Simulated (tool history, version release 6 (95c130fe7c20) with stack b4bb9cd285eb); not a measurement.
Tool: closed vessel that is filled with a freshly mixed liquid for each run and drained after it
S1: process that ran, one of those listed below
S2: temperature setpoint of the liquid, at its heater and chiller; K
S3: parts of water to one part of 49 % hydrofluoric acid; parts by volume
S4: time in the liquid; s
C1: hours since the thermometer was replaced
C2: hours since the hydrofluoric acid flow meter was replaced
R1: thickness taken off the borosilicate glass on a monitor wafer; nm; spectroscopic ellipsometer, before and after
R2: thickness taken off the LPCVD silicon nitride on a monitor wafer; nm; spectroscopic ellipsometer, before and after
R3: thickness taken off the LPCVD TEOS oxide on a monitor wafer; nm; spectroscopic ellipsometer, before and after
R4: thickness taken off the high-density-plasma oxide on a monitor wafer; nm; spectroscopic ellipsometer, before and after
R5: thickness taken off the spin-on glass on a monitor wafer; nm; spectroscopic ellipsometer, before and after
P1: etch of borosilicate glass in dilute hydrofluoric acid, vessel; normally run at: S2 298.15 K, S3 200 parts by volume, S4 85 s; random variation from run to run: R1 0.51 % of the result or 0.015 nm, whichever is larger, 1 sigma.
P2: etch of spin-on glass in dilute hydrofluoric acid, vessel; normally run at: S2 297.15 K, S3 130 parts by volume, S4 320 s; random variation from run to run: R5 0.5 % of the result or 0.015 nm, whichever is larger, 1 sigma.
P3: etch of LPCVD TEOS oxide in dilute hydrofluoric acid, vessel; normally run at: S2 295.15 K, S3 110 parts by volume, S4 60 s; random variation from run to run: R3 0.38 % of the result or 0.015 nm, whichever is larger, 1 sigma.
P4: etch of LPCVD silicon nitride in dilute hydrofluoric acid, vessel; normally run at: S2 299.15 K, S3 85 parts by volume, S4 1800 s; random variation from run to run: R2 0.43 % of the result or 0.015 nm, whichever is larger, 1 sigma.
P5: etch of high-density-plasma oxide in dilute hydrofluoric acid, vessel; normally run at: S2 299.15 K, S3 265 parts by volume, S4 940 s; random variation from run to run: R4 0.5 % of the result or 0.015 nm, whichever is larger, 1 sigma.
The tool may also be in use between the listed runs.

run 1 hour=7.8 | S1=P1 S2=298.15 S3=200 S4=85 | C1=1663 C2=497 | R1=12.683
run 2 hour=15.2 | S1=P1 S2=298.15 S3=200 S4=130 | C1=1670.4 C2=504.4 | R1=19.37
run 3 hour=20.5 | S1=P4 S2=307.15 S3=85 S4=1800 | C1=1675.7 C2=509.7 | R2=22.882
run 4 hour=27 | S1=P3 S2=295.15 S3=110 S4=30 | C1=1682.2 C2=516.2 | R3=7.1983
run 5 hour=34.9 | S1=P1 S2=298.15 S3=200 S4=85 | C1=1690.1 C2=524.1 | R1=12.609
run 6 hour=42.2 | S1=P1 S2=298.15 S3=200 S4=85 | C1=1697.4 C2=531.4 | R1=12.51
run 7 hour=46.9 | S1=P1 S2=290.65 S3=200 S4=85 | C1=1702.1 C2=536.1 | R1=9.4624
run 8 hour=51.5 | S1=P1 S2=303.15 S3=200 S4=85 | C1=1706.7 C2=540.7 | R1=15.11
run 9 hour=58.6 | S1=P5 S2=304.15 S3=265 S4=940 | C1=1713.8 C2=547.8 | R4=29.495
run 10 hour=63.8 | S1=P1 S2=298.15 S3=200 S4=30 | C1=1719 C2=553 | R1=4.4197
run 11 hour=70.9 | S1=P5 S2=299.15 S3=265 S4=940 | C1=1726.1 C2=560.1 | R4=25.099
run 12 hour=78.7 | S1=P5 S2=299.15 S3=265 S4=940 | C1=1733.9 C2=567.9 | R4=24.88
run 13 hour=87.6 | S1=P1 S2=298.15 S3=200 S4=85 | C1=1742.8 C2=576.8 | R1=12.6
run 14 hour=92.2 | S1=P1 S2=298.15 S3=285 S4=85 | C1=1747.4 C2=581.4 | R1=8.086
run 15 hour=96.8 | S1=P3 S2=301.15 S3=110 S4=60 | C1=1752 C2=586 | R3=18.311
run 16 hour=101.6 | S1=P1 S2=294.65 S3=65 S4=85 | C1=1756.8 C2=590.8 | R1=39.68
run 17 hour=110.6 | S1=P4 S2=299.15 S3=85 S4=1800 | C1=1765.8 C2=599.8 | R2=13.967
run 18 hour=114.7 | S1=P2 S2=297.15 S3=130 S4=320 | C1=1769.9 C2=603.9 | R5=48.066
run 19 hour=123.6 | S1=P3 S2=295.15 S3=110 S4=60 | C1=1778.8 C2=612.8 | R3=14.374
run 20 hour=128.4 | S1=P2 S2=297.15 S3=130 S4=320 | C1=1783.6 C2=617.6 | R5=48.074
run 21 hour=132.7 | S1=P1 S2=298.15 S3=55 S4=85 | C1=1787.9 C2=621.9 | R1=55.143
run 22 hour=140.9 | S1=P1 S2=298.15 S3=340 S4=30 | C1=1796.1 C2=630.1 | R1=2.253
run 23 hour=146.2 | S1=P5 S2=299.15 S3=265 S4=1860 | C1=1801.4 C2=635.4 | R4=49.469
run 24 hour=151.7 | S1=P2 S2=305.15 S3=130 S4=320 | C1=1806.9 C2=640.9 | R5=65.852
run 25 hour=159.8 | S1=P1 S2=298.15 S3=200 S4=85 | C1=1815 C2=649 | R1=12.669
run 26 hour=166 | S1=P4 S2=299.15 S3=85 S4=310 | C1=1821.2 C2=655.2 | R2=2.4192
run 27 hour=171.6 | S1=P2 S2=297.15 S3=130 S4=105 | C1=1826.8 C2=660.8 | R5=15.804
run 28 hour=179.1 | S1=P2 S2=297.15 S3=190 S4=320 | C1=1834.3 C2=668.3 | R5=31.084
run 29 hour=185.8 | S1=P3 S2=295.15 S3=200 S4=60 | C1=1841 C2=675 | R3=7.1285
run 30 hour=194 | S1=P4 S2=299.15 S3=45 S4=1800 | C1=1849.2 C2=683.2 | R2=26.349
run 31 hour=200.8 | S1=P5 S2=299.15 S3=60 S4=940 | C1=1856 C2=690 | R4=140.87
run 32 hour=206.3 | S1=P3 S2=295.15 S3=110 S4=60 | C1=1861.5 C2=695.5 | R3=14.393
run 33 hour=212.4 | S1=P1 S2=298.15 S3=200 S4=85 | C1=1867.6 C2=701.6 | R1=12.681
run 34 hour=219 | S1=P1 S2=298.15 S3=200 S4=85 | C1=1874.2 C2=708.2 | R1=12.693
run 35 hour=227 | S1=P1 S2=298.15 S3=200 S4=85 | C1=1882.2 C2=716.2 | R1=12.201
run 36 hour=233.4 | S1=P1 S2=298.15 S3=200 S4=85 | C1=1888.6 C2=722.6 | R1=11.849
run 37 hour=240.6 | S1=P1 S2=298.15 S3=200 S4=85 | C1=1895.8 C2=729.8 | R1=11.839
run 38 hour=249.7 | S1=P1 S2=298.15 S3=200 S4=85 | C1=1904.9 C2=738.9 | R1=11.692
run 39 hour=258.5 | S1=P1 S2=298.15 S3=200 S4=85 | C1=1913.7 C2=747.7 | R1=11.65
run 40 hour=266.6 | S1=P1 S2=298.15 S3=200 S4=85 | C1=1921.8 C2=755.8 | R1=11.551
run 41 hour=270.7 | S1=P1 S2=298.15 S3=200 S4=85 | C1=1925.9 C2=759.9 | R1=11.634

What P1 gives has crept away from where it was. These 2 causes fit the log equally well, each at the size given:
A: hydrofluoric acid flow below the setpoint (%) = 6.3
B: liquid colder than its thermometer reads (K) = 2.16
The creep began at about hour 219.

4 check runs are offered, one wafer each, their results left as question marks. Which one tells the causes apart?
run check 1 hour=274.8 | S1=P5 S2=302.65 S3=100 S4=940 | R4=?
run check 2 hour=274.8 | S1=P4 S2=302.65 S3=85 S4=615 | R2=?
run check 3 hour=274.8 | S1=P3 S2=295.15 S3=195 S4=60 | R3=?
run check 4 hour=274.8 | S1=P2 S2=304.65 S3=130 S4=320 | R5=?

What each check would give under each cause:
check=check_1 result=R4 if_A=84.912 if_B=84.252
check=check_2 result=R2 if_A=5.5837 if_B=5.1899
check=check_3 result=R3 if_A=6.8301 if_B=6.8007
check=check_4 result=R5 if_A=59.363 if_B=59.278
How far apart the two closest causes lie, in the result that separates them most: check 1 0.78 %; check 2 7.31 %; check 3 0.43 %; check 4 0.14 %
Check 2 tells the causes apart: in the others they would give nearly the same result.

Then check 2 was run and gave: R2 5.1929 nm. Which cause is it?

It is B: liquid colder than its thermometer reads (K).
